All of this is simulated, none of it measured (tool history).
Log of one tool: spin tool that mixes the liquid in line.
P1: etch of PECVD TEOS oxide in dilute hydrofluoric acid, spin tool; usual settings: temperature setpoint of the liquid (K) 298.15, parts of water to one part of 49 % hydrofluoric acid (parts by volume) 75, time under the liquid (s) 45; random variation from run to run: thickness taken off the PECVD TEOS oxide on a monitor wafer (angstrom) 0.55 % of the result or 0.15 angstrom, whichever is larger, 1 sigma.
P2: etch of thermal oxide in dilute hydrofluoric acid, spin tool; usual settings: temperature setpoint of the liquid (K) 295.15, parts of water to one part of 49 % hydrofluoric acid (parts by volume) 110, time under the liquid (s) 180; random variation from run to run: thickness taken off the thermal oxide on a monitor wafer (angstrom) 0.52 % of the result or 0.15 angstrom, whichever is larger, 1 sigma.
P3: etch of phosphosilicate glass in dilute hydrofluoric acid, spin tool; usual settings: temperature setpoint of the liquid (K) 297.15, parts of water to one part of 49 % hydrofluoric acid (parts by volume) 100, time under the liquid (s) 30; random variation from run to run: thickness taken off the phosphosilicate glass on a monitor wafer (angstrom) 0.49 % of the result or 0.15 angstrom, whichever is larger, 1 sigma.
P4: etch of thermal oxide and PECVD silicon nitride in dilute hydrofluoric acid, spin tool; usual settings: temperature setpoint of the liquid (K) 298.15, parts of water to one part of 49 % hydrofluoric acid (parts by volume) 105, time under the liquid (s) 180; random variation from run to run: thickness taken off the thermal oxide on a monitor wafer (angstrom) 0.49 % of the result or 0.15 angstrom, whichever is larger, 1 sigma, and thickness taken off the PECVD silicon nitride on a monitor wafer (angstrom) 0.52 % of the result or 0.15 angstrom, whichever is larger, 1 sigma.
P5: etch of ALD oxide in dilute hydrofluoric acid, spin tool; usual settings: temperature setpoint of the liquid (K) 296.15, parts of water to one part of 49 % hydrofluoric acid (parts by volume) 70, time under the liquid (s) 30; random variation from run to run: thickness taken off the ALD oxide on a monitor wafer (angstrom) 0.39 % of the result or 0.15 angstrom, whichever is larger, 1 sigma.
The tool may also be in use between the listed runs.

| run | hour | process that ran | temperature setpoint of the liquid (K) | parts of water to one part of 49 % hydrofluoric acid (parts by volume) | time under the liquid (s) | hours since the thermometer was replaced | hours since the hydrofluoric acid flow meter was replaced | thickness taken off the PECVD TEOS oxide on a monitor wafer (angstrom) | thickness taken off the thermal oxide on a monitor wafer (angstrom) | thickness taken off the phosphosilicate glass on a monitor wafer (angstrom) | thickness taken off the ALD oxide on a monitor wafer (angstrom) | thickness taken off the PECVD silicon nitride on a monitor wafer (angstrom) |
|---|---|---|---|---|---|---|---|---|---|---|---|---|
| 1 | 4.8 | P1 | 298.15 | 75 | 45 | 338.6 | 172.9 | 61.257 |  |  |  |  |
| 2 | 13.3 | P1 | 298.15 | 120 | 45 | 347.1 | 181.4 | 35.823 |  |  |  |  |
| 3 | 22 | P1 | 298.15 | 75 | 15 | 355.8 | 190.1 | 20.305 |  |  |  |  |
| 4 | 26.6 | P2 | 295.15 | 110 | 180 | 360.4 | 194.7 |  | 76.61 |  |  |  |
| 5 | 30.8 | P1 | 291.15 | 75 | 45 | 364.6 | 198.9 | 45.758 |  |  |  |  |
| 6 | 35 | P3 | 297.15 | 175 | 30 | 368.8 | 203.1 |  |  | 312.08 |  |  |
| 7 | 40.9 | P1 | 298.15 | 20 | 45 | 374.7 | 209 | 245.88 |  |  |  |  |
| 8 | 49.6 | P1 | 298.15 | 75 | 45 | 383.4 | 217.7 | 61.452 |  |  |  |  |
| 9 | 56.6 | P5 | 296.15 | 120 | 30 | 390.4 | 224.7 |  |  |  | 43.702 |  |
| 10 | 62.2 | P2 | 295.15 | 110 | 180 | 396 | 230.3 |  | 76.192 |  |  |  |
| 11 | 66.3 | P3 | 297.15 | 100 | 30 | 400.1 | 234.4 |  |  | 604.78 |  |  |
| 12 | 74.2 | P5 | 296.15 | 70 | 30 | 408 | 242.3 |  |  |  | 79.783 |  |
| 13 | 81.7 | P4 | 298.15 | 105 | 180 | 415.5 | 249.8 |  | 86.538 |  |  | 102.04 |
| 14 | 89.2 | P2 | 295.15 | 200 | 180 | 423 | 257.3 |  | 38.334 |  |  |  |
| 15 | 95.8 | P5 | 296.15 | 70 | 15 | 429.6 | 263.9 |  |  |  | 39.872 |  |
| 16 | 104.3 | P1 | 298.15 | 75 | 65 | 438.1 | 272.4 | 88.061 |  |  |  |  |
| 17 | 110.2 | P1 | 304.65 | 75 | 45 | 444 | 278.3 | 78.151 |  |  |  |  |
| 18 | 116.7 | P5 | 296.15 | 70 | 30 | 450.5 | 284.8 |  |  |  | 79.592 |  |
| 19 | 121.8 | P4 | 298.15 | 105 | 180 | 455.6 | 289.9 |  | 85.722 |  |  | 103.45 |
| 20 | 131.1 | P1 | 298.15 | 75 | 45 | 464.9 | 299.2 | 61.327 |  |  |  |  |
| 21 | 135.7 | P3 | 297.15 | 100 | 30 | 469.5 | 303.8 |  |  | 604.94 |  |  |
| 22 | 143.4 | P2 | 291.15 | 110 | 180 | 477.2 | 311.5 |  | 65.062 |  |  |  |
| 23 | 149.6 | P2 | 295.15 | 110 | 100 | 483.4 | 317.7 |  | 42.06 |  |  |  |
| 24 | 154.9 | P4 | 298.15 | 105 | 340 | 488.7 | 323 |  | 162.72 |  |  | 194.52 |
| 25 | 161 | P1 | 298.15 | 75 | 45 | 494.8 | 329.1 | 61.141 |  |  |  |  |
| 26 | 166.2 | P1 | 298.15 | 75 | 45 | 500 | 334.3 | 61.03 |  |  |  |  |
| 27 | 175.1 | P3 | 304.15 | 100 | 30 | 508.9 | 343.2 |  |  | 794.49 |  |  |
| 28 | 180.4 | P4 | 298.15 | 60 | 180 | 514.2 | 348.5 |  | 160.15 |  |  | 178.75 |
| 29 | 189.1 | P4 | 294.15 | 105 | 180 | 522.9 | 357.2 |  | 74.12 |  |  | 78.654 |
| 30 | 196.9 | P1 | 298.15 | 75 | 45 | 530.7 | 365 | 61.607 |  |  |  |  |
| 31 | 202.3 | P1 | 298.15 | 45 | 65 | 536.1 | 370.4 | 153.08 |  |  |  |  |
| 32 | 209.9 | P3 | 297.15 | 100 | 15 | 543.7 | 378 |  |  | 299.44 |  |  |
| 33 | 216.1 | P5 | 290.15 | 70 | 30 | 549.9 | 384.2 |  |  |  | 62.422 |  |
| 34 | 220.9 | P1 | 298.15 | 75 | 45 | 554.7 | 389 | 61.344 |  |  |  |  |
| 35 | 229.9 | P1 | 298.15 | 75 | 45 | 563.7 | 398 | 63.658 |  |  |  |  |
| 36 | 238.6 | P1 | 298.15 | 75 | 45 | 572.4 | 406.7 | 65.055 |  |  |  |  |
| 37 | 245.9 | P1 | 298.15 | 75 | 45 | 579.7 | 414 | 65.897 |  |  |  |  |
| 38 | 251.3 | P1 | 298.15 | 75 | 45 | 585.1 | 419.4 | 66.434 |  |  |  |  |
| 39 | 257.7 | P1 | 298.15 | 75 | 45 | 591.5 | 425.8 | 66.162 |  |  |  |  |
| 40 | 263.3 | P1 | 298.15 | 75 | 45 | 597.1 | 431.4 | 66.868 |  |  |  |  |
| 41 | 270.8 | P1 | 298.15 | 75 | 45 | 604.6 | 438.9 | 66.457 |  |  |  |  |
| 42 | 276.2 | P1 | 298.15 | 75 | 45 | 610 | 444.3 | 66.541 |  |  |  |  |
| 43 | 283.8 | P1 | 298.15 | 75 | 45 | 617.6 | 451.9 | 66.666 |  |  |  |  |

What P1 gives has crept away from where it was. These 2 causes fit the log equally well, each at the size given:
A: hydrofluoric acid flow above the setpoint (%) = 8.61
B: liquid hotter than its thermometer reads (K) = 2.29
The creep began at about hour 220.9.

4 check runs are offered, one wafer each, their results left as question marks. Which one tells the causes apart?
| check 1 | 291.4 | P5 | 296.15 | 70 | 30 |  |  |  |  |  | ? |  |
| check 2 | 291.4 | P2 | 295.15 | 110 | 180 |  |  |  | ? |  |  |  |
| check 3 | 291.4 | P3 | 297.15 | 100 | 30 |  |  |  |  | ? |  |  |
| check 4 | 291.4 | P4 | 298.15 | 105 | 180 |  |  |  | ? |  |  | ? |

What each check would give under each cause:
| check | result | if A | if B |
|---|---|---|---|
| check 1 | thickness taken off the ALD oxide on a monitor wafer (angstrom) | 87.354 | 87.621 |
| check 2 | thickness taken off the thermal oxide on a monitor wafer (angstrom) | 83.535 | 83.374 |
| check 3 | thickness taken off the phosphosilicate glass on a monitor wafer (angstrom) | 659.55 | 657.81 |
| check 4 | thickness taken off the thermal oxide on a monitor wafer (angstrom) | 94.833 | 94.419 |
| check 4 | thickness taken off the PECVD silicon nitride on a monitor wafer (angstrom) | 111.61 | 119.25 |
How far apart the two closest causes lie, in the result that separates them most: check 1 0.31 %; check 2 0.19 %; check 3 0.26 %; check 4 6.62 %
Only check 4 tells the causes apart: in the others they would give nearly the same result.

Check 4 was then run and gave: thickness taken off the thermal oxide on a monitor wafer (angstrom) 94.512; thickness taken off the PECVD silicon nitride on a monitor wafer (angstrom) 119.27. Which cause is it?

It is B: liquid hotter than its thermometer reads (K).
